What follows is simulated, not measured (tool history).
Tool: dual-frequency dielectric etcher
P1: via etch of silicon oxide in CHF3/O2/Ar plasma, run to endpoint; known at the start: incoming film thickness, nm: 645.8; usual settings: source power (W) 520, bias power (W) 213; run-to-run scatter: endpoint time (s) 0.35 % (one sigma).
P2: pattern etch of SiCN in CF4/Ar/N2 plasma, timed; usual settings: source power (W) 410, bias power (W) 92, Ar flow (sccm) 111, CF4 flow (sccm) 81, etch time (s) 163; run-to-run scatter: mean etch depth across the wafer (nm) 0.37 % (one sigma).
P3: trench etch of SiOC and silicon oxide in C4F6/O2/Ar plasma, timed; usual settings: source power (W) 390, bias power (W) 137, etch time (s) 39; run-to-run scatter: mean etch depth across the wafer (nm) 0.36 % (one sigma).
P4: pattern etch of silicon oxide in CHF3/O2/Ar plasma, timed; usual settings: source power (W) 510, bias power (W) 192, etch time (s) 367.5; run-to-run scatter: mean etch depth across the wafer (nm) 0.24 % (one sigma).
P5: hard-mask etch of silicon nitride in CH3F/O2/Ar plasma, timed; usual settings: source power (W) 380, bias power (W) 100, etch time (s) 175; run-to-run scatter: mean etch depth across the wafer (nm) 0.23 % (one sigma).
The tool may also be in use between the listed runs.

run  hour  process that ran  source power (W)  bias power (W)  etch time (s)  Ar flow (sccm)  CF4 flow (sccm)  endpoint time (s)  mean etch depth across the wafer (nm)
  1   5.5                P1               520             213                                                             329.42
  2  10.7                P1               520             213                                                             328.99
  3  14.6                P3               390             137             57                                                                                     105.58
  4  17.6                P1               520             213                                                             330.09
  5  20.6                P3               390             137             39                                                                                      72.26
  6  23.7                P5               380             124            175                                                                                     149.84
  7  29.2                P2               410              92            163             111               81                                                    140.41
  8    34                P1               410             173                                                             388.13
  9  36.5                P1               520             297                                                             292.34
 10    41                P3               260             137             39                                                                                     61.674
 11  46.1                P4               510             144          367.5                                                                                     617.37
 12  48.7                P2               410             115            163             111               81                                                    152.43
 13  54.3                P4               370             192          367.5                                                                                     600.34
 14    57                P1               520             213                                                             329.28
 15  60.9                P1               620             213                                                              307.5
 16  64.3                P5               380             100            175                                                                                     138.44
 17  69.5                P3               390             164             39                                                                                     75.984
 18  72.9                P4               510             192            241                                                                                     445.33
 19  77.6                P2               250              92            163             111               81                                                    91.594
 20  80.3                P1               520             213                                                             327.06
 21  85.3                P2               410              92            163              65               81                                                    150.61
 22    88                P4               510             192          367.5                                                                                     677.15

Forecast run 23:
 23  91.5                P2               410              92            163             111              102                                                         ?

Run 23 gave mean etch depth across the wafer (nm) 144.6.

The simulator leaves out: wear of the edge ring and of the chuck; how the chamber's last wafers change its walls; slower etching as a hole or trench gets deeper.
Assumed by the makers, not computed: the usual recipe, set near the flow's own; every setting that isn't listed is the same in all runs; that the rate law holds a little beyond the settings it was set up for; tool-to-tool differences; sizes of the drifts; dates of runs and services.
